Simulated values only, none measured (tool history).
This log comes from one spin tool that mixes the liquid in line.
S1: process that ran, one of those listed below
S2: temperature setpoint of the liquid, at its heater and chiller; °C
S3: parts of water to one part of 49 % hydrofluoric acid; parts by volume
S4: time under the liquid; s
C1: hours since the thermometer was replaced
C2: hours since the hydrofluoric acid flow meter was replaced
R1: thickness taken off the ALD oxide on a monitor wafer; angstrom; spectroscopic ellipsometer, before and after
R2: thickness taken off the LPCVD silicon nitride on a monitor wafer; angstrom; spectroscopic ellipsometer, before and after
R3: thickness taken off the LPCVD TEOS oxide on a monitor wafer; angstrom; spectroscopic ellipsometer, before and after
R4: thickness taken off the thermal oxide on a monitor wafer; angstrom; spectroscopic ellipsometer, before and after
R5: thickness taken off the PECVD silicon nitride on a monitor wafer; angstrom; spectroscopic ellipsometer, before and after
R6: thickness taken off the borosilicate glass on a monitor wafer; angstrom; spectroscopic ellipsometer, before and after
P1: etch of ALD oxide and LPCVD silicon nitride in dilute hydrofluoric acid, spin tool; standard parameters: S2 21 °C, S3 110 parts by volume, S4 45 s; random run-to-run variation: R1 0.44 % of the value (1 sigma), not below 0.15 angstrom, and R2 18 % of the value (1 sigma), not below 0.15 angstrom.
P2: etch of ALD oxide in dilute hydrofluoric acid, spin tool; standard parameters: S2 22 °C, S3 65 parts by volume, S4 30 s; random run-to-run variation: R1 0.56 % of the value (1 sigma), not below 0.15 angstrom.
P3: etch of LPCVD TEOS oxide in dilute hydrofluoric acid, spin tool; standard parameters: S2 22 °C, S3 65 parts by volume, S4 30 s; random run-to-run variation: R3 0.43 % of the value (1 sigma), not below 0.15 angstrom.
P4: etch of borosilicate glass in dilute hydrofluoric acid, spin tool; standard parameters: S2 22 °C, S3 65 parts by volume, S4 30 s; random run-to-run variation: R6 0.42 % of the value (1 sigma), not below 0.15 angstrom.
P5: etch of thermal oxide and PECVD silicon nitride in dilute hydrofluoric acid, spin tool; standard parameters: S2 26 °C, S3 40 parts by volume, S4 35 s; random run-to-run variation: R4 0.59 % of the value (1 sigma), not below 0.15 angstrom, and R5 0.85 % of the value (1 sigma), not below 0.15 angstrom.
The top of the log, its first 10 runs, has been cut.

| run | hour | S1 | S2 | S3 | S4 | C1 | C2 | R1 | R2 | R3 | R4 | R5 | R6 |
|---|---|---|---|---|---|---|---|---|---|---|---|---|---|
| 11 | 150.3 | P1 | 21 | 110 | 20 | 376.2 | 809.2 | 48.073 | 0.6817 |  |  |  |  |
| 12 | 163.4 | P2 | 22 | 65 | 30 | 389.3 | 822.3 | 145.04 |  |  |  |  |  |
| 13 | 180.1 | P3 | 29 | 65 | 30 | 406 | 839 |  |  | 188.81 |  |  |  |
| 14 | 196.3 | P1 | 21 | 110 | 85 | 422.2 | 855.2 | 204.89 | 2.4644 |  |  |  |  |
| 15 | 204.8 | P1 | 21 | 165 | 45 | 430.7 | 863.7 | 67.912 | 1.104 |  |  |  |  |
| 16 | 215.6 | P1 | 21 | 110 | 45 | 441.5 | 874.5 | 108.27 | 1.8647 |  |  |  |  |
| 17 | 228.3 | P4 | 22 | 65 | 30 | 454.2 | 887.2 |  |  |  |  |  | 245.09 |
| 18 | 237.6 | P5 | 26 | 40 | 35 | 463.5 | 896.5 |  |  |  | 49.468 | 31.827 |  |
| 19 | 246.5 | P4 | 30 | 65 | 30 | 472.4 | 905.4 |  |  |  |  |  | 334.86 |
| 20 | 258.7 | P3 | 22 | 25 | 30 | 484.6 | 917.6 |  |  | 390.77 |  |  |  |
| 21 | 268.4 | P1 | 17 | 110 | 45 | 494.3 | 927.3 | 92.312 | 1.176 |  |  |  |  |
| 22 | 278.8 | P2 | 22 | 65 | 30 | 504.7 | 937.7 | 144.26 |  |  |  |  |  |
| 23 | 290.9 | P2 | 17 | 65 | 30 | 516.8 | 949.8 | 117.18 |  |  |  |  |  |
| 24 | 305 | P1 | 21 | 155 | 65 | 530.9 | 963.9 | 105.93 | 1.5034 |  |  |  |  |
| 25 | 317.9 | P5 | 26 | 40 | 35 | 543.8 | 976.8 |  |  |  | 49.849 | 31.605 |  |
| 26 | 330.9 | P3 | 22 | 65 | 15 | 556.8 | 989.8 |  |  | 70.893 |  |  |  |
| 27 | 340.4 | P1 | 21 | 110 | 45 | 566.3 | 999.3 | 108.53 | 1.3896 |  |  |  |  |
| 28 | 352.6 | P5 | 26 | 20 | 35 | 578.5 | 1011.5 |  |  |  | 101.55 | 61.815 |  |
| 29 | 364 | P1 | 28 | 110 | 45 | 589.9 | 1022.9 | 141.92 | 2.2079 |  |  |  |  |

What does the tool deliver on the next run?
| 30 | 379.2 | P4 | 22 | 65 | 55 | 605.1 | 1038.1 |  |  |  |  |  | ? |

R6: 447.55 angstrom
